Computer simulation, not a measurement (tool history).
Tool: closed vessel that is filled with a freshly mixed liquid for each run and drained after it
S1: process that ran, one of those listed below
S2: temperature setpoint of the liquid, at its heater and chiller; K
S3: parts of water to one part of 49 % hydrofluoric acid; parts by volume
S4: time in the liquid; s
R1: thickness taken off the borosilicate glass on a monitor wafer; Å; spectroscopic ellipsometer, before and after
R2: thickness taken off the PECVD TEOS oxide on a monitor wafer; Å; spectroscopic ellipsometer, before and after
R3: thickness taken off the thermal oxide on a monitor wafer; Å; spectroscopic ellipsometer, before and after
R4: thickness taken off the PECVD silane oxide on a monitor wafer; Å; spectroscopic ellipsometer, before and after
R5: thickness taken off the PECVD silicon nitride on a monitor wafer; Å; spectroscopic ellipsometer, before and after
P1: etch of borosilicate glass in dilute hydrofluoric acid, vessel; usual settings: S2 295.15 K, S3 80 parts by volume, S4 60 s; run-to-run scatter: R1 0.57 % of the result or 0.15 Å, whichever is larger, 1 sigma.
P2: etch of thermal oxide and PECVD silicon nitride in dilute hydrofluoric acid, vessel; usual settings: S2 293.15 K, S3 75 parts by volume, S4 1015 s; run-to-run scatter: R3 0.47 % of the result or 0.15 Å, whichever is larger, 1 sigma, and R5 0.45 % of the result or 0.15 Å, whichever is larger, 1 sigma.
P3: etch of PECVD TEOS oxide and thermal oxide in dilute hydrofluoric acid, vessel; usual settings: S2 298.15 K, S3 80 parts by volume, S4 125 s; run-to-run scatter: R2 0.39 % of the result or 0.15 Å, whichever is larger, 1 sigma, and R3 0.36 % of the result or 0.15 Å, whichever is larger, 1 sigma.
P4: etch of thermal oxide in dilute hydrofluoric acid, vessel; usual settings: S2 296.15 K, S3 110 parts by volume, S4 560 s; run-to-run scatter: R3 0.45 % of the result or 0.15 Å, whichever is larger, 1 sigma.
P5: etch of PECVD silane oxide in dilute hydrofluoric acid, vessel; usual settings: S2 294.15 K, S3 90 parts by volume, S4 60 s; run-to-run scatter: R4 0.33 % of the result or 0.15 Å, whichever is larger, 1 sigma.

| run | hour | S1 | S2 | S3 | S4 | R1 | R2 | R3 | R4 | R5 |
|---|---|---|---|---|---|---|---|---|---|---|
| 1 | 5.6 | P1 | 295.15 | 80 | 60 | 352.63 |  |  |  |  |
| 2 | 12 | P1 | 295.15 | 80 | 105 | 615.44 |  |  |  |  |
| 3 | 22.5 | P1 | 295.15 | 80 | 60 | 350.58 |  |  |  |  |
| 4 | 33.2 | P3 | 298.15 | 80 | 30 |  | 87.477 | 18.459 |  |  |
| 5 | 40 | P3 | 298.15 | 80 | 125 |  | 362.53 | 78.202 |  |  |
| 6 | 45.9 | P3 | 294.15 | 80 | 125 |  | 309.53 | 66.55 |  |  |
| 7 | 55.5 | P3 | 298.15 | 80 | 125 |  | 364.21 | 78.002 |  |  |
| 8 | 65.6 | P1 | 295.15 | 80 | 60 | 353.64 |  |  |  |  |
| 9 | 74.8 | P5 | 290.15 | 90 | 60 |  |  |  | 262.05 |  |
| 10 | 83 | P2 | 293.15 | 75 | 1015 |  |  | 543.97 |  | 364.51 |
| 11 | 89.2 | P5 | 294.15 | 90 | 60 |  |  |  | 308.92 |  |
| 12 | 99.9 | P1 | 295.15 | 80 | 60 | 354.6 |  |  |  |  |
| 13 | 108.2 | P1 | 295.15 | 140 | 30 | 93.422 |  |  |  |  |
| 14 | 119 | P2 | 293.15 | 125 | 1015 |  |  | 305.85 |  | 223.11 |
| 15 | 127.6 | P2 | 293.15 | 75 | 495 |  |  | 262.55 |  | 178.4 |
| 16 | 136.6 | P1 | 295.15 | 80 | 60 | 352.61 |  |  |  |  |
| 17 | 145.4 | P4 | 296.15 | 110 | 75 |  |  | 32.685 |  |  |
| 18 | 151.4 | P5 | 294.15 | 55 | 60 |  |  |  | 527 |  |
| 19 | 162.2 | P1 | 295.15 | 35 | 60 | 861.08 |  |  |  |  |
| 20 | 172.8 | P1 | 300.15 | 80 | 60 | 432.11 |  |  |  |  |
| 21 | 184.4 | P1 | 295.15 | 80 | 60 | 353.38 |  |  |  |  |
| 22 | 193.2 | P2 | 290.15 | 75 | 1015 |  |  | 478.74 |  | 297.75 |
| 23 | 199 | P5 | 294.15 | 90 | 60 |  |  |  | 308.58 |  |
|  | 207 | hydrofluoric acid flow meter replaced |
| 24 | 210.4 | P5 | 294.15 | 90 | 30 |  |  |  | 153.71 |  |
|  | 216.2 | thermometer replaced |
| 25 | 218.2 | P4 | 296.15 | 110 | 560 |  |  | 243.2 |  |  |
| 26 | 224 | P1 | 295.15 | 140 | 60 | 186.05 |  |  |  |  |
| 27 | 235.3 | P1 | 290.15 | 80 | 60 | 284.74 |  |  |  |  |
| 28 | 242.5 | P4 | 290.65 | 110 | 560 |  |  | 193.84 |  |  |
| 29 | 254.1 | P3 | 298.15 | 30 | 125 |  | 1028.4 | 222.91 |  |  |
| 30 | 260.2 | P1 | 300.15 | 80 | 95 | 680.22 |  |  |  |  |

Run 31 comes next. What will it give?
| 31 | 267 | P1 | 295.15 | 80 | 60 | ? |  |  |  |  |

Run 31 gave R1 356.44 Å.

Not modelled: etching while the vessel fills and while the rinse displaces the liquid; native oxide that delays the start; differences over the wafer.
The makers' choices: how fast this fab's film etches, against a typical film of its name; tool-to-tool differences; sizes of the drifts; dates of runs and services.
